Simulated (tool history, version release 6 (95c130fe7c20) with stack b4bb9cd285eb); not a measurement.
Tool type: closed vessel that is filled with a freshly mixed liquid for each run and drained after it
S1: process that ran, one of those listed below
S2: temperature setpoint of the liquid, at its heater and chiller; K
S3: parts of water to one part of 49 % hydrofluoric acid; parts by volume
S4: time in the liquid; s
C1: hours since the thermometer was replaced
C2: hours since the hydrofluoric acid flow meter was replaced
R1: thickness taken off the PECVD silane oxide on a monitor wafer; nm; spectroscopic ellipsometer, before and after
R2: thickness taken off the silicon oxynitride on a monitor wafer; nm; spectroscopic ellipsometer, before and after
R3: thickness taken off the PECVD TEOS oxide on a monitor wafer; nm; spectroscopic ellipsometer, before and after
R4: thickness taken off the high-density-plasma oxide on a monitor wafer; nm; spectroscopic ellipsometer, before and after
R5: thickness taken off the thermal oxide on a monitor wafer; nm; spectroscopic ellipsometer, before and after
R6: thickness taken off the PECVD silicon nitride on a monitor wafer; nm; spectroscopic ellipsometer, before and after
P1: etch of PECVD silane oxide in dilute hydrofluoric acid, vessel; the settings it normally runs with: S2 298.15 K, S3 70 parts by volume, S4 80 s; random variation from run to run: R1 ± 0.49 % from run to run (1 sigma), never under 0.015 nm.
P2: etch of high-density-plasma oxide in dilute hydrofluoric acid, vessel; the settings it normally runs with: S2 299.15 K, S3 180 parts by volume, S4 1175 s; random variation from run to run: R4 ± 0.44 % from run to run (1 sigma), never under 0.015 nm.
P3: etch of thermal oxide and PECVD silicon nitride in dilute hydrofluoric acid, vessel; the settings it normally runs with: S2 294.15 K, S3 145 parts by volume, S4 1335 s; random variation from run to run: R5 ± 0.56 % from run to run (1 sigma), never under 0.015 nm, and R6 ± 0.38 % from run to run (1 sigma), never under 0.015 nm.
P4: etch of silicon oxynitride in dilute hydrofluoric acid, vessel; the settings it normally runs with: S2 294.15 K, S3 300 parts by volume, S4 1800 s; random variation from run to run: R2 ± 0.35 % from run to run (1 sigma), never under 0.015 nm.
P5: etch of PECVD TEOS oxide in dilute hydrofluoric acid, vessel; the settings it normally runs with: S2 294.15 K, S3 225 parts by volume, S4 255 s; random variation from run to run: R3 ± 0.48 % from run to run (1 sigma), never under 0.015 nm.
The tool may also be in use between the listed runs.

run,hour,S1,S2,S3,S4,C1,C2,R1,R2,R3,R4,R5,R6
1,10.7,P1,298.15,70,80,884.3,430.7,35.414,,,,,
2,17.0,P4,301.65,300,1800,890.6,437.0,,10.46300,,,,
3,30.1,P4,294.15,300,1800,903.7,450.1,,7.63670,,,,
4,39.8,P1,292.15,70,80,913.4,459.8,27.434,,,,,
5,46.2,P5,294.15,225,465,919.8,466.2,,,45.800,,,
6,56.3,P2,299.15,180,1870,929.9,476.3,,,,51.366,,
7,64.9,P1,298.15,70,145,938.5,484.9,63.880,,,,,
8,76.6,P3,290.15,145,1335,950.2,496.6,,,,,32.938,9.7342
9,88.3,P2,299.15,80,1175,961.9,508.3,,,,82.905,,
10,94.4,P1,302.65,70,80,968.0,514.4,42.127,,,,,
11,107.6,P2,299.15,180,1175,981.2,527.6,,,,32.253,,
12,119.5,P2,299.15,180,1175,993.1,539.5,,,,32.266,,
13,125.6,P1,298.15,70,80,999.2,545.6,35.208,,,,,
14,134.9,P5,300.15,225,255,1008.5,554.9,,,30.978,,,
# hour 136.6: hydrofluoric acid flow meter replaced
15,143.9,P2,304.15,180,1175,1017.5,7.3,,,,38.544,,
16,155.1,P1,298.15,115,80,1028.7,18.5,20.168,,,,,
17,167.5,P1,298.15,70,80,1041.1,30.9,35.422,,,,,
18,173.9,P3,294.15,145,1335,1047.5,37.3,,,,,38.636,12.7400
19,183.4,P5,294.15,370,255,1057.0,46.8,,,13.214,,,
20,192.5,P3,294.15,145,1335,1066.1,55.9,,,,,38.589,12.7540
21,203.2,P1,298.15,40,80,1076.8,66.6,63.813,,,,,
22,215.2,P5,294.15,225,255,1088.8,78.6,,,24.782,,,
23,228.3,P1,298.15,70,80,1101.9,91.7,35.304,,,,,
24,234.8,P4,294.15,300,75,1108.4,98.2,,0.32021,,,,
25,242.0,P3,294.15,240,1335,1115.6,105.4,,,,,21.217,7.7800
26,254.3,P1,290.65,125,80,1127.9,117.7,13.578,,,,,
27,265.2,P4,294.15,70,1800,1138.8,128.6,,38.51300,,,,
28,273.8,P4,294.15,300,1800,1147.4,137.2,,7.64490,,,,
29,280.8,P3,294.15,145,2540,1154.4,144.2,,,,,72.594,24.1850
30,294.3,P1,298.15,30,40,1167.9,157.7,43.252,,,,,
31,302.9,P1,298.15,70,80,1176.5,166.3,35.129,,,,,
32,312.7,P1,298.15,70,30,1186.3,176.1,13.175,,,,,
33,323.6,P1,298.15,70,80,1197.2,187.0,35.215,,,,,
34,335.3,P5,294.15,225,255,1208.9,198.7,,,24.874,,,
35,344.0,P1,298.15,70,80,1217.6,207.4,35.459,,,,,
36,350.7,P1,298.15,70,80,1224.3,214.1,34.778,,,,,
37,363.6,P1,298.15,70,80,1237.2,227.0,34.461,,,,,
38,369.7,P1,298.15,70,80,1243.3,233.1,34.381,,,,,
39,377.9,P1,298.15,70,80,1251.5,241.3,33.574,,,,,

Run 40 is up next; what results do you expect?
40,386.3,P1,298.15,70,80,1259.9,249.7,?,,,,,

R1: 33.896 nm
